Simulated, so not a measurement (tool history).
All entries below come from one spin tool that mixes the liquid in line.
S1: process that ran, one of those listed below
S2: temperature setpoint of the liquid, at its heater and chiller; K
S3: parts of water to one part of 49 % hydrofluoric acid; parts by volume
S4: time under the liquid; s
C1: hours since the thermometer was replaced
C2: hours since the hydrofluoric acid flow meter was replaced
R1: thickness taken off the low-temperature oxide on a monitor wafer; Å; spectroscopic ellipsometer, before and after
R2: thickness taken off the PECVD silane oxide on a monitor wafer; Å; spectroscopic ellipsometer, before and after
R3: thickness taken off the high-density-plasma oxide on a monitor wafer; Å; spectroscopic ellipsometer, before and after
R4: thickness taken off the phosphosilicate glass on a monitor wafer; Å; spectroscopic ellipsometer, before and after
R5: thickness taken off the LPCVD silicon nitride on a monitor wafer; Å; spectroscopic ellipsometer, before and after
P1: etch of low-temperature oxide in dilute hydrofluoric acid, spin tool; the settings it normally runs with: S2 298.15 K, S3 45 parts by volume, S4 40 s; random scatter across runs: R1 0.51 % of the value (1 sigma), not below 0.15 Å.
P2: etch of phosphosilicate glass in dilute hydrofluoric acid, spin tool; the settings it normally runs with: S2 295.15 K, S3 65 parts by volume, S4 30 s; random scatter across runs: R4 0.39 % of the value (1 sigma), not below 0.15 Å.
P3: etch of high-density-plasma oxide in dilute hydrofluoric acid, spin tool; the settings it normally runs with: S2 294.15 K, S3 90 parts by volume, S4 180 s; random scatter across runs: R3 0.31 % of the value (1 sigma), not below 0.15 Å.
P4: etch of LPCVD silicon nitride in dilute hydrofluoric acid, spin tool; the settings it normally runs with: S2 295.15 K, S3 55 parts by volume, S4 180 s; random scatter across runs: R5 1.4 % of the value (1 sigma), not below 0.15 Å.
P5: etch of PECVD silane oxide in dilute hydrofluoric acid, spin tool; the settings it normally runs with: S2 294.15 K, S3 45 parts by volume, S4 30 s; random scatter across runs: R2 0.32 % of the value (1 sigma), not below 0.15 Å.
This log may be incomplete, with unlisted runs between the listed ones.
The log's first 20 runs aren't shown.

run 21 hour=61.5 | S1=P1 S2=298.15 S3=45 S4=60 | C1=52.4 C2=852.1 | R1=278.26
run 22 hour=65.4 | S1=P3 S2=294.15 S3=125 S4=180 | C1=56.3 C2=856.0 | R3=94.650
run 23 hour=67.6 | S1=P3 S2=290.15 S3=90 S4=180 | C1=58.5 C2=858.2 | R3=116.020
run 24 hour=70.9 | S1=P1 S2=298.15 S3=60 S4=40 | C1=61.8 C2=861.5 | R1=136.42
run 25 hour=74.1 | S1=P2 S2=295.15 S3=105 S4=30 | C1=65.0 C2=864.7 | R4=157.44
run 26 hour=76.2 | S1=P2 S2=295.15 S3=65 S4=55 | C1=67.1 C2=866.8 | R4=487.70
run 27 hour=79.5 | S1=P1 S2=298.15 S3=20 S4=40 | C1=70.4 C2=870.1 | R1=429.92
run 28 hour=81.6 | S1=P2 S2=295.15 S3=65 S4=30 | C1=72.5 C2=872.2 | R4=267.69
run 29 hour=84.6 | S1=P1 S2=305.15 S3=25 S4=40 | C1=75.5 C2=875.2 | R1=454.81
run 30 hour=86.9 | S1=P1 S2=306.15 S3=45 S4=40 | C1=77.8 C2=877.5 | R1=253.23
run 31 hour=89.3 | S1=P1 S2=298.15 S3=45 S4=40 | C1=80.2 C2=879.9 | R1=186.01
run 32 hour=92.3 | S1=P1 S2=298.15 S3=45 S4=40 | C1=83.2 C2=882.9 | R1=181.64
run 33 hour=95.5 | S1=P1 S2=298.15 S3=45 S4=40 | C1=86.4 C2=886.1 | R1=176.29
run 34 hour=99.6 | S1=P1 S2=298.15 S3=45 S4=40 | C1=90.5 C2=890.2 | R1=174.98
run 35 hour=102.1 | S1=P1 S2=298.15 S3=45 S4=40 | C1=93.0 C2=892.7 | R1=172.91

Run 36 comes next. What will it give?
run 36 hour=105.0 | S1=P1 S2=298.15 S3=45 S4=40 | C1=95.9 C2=895.6 | R1=?

R1: 172.22 Å
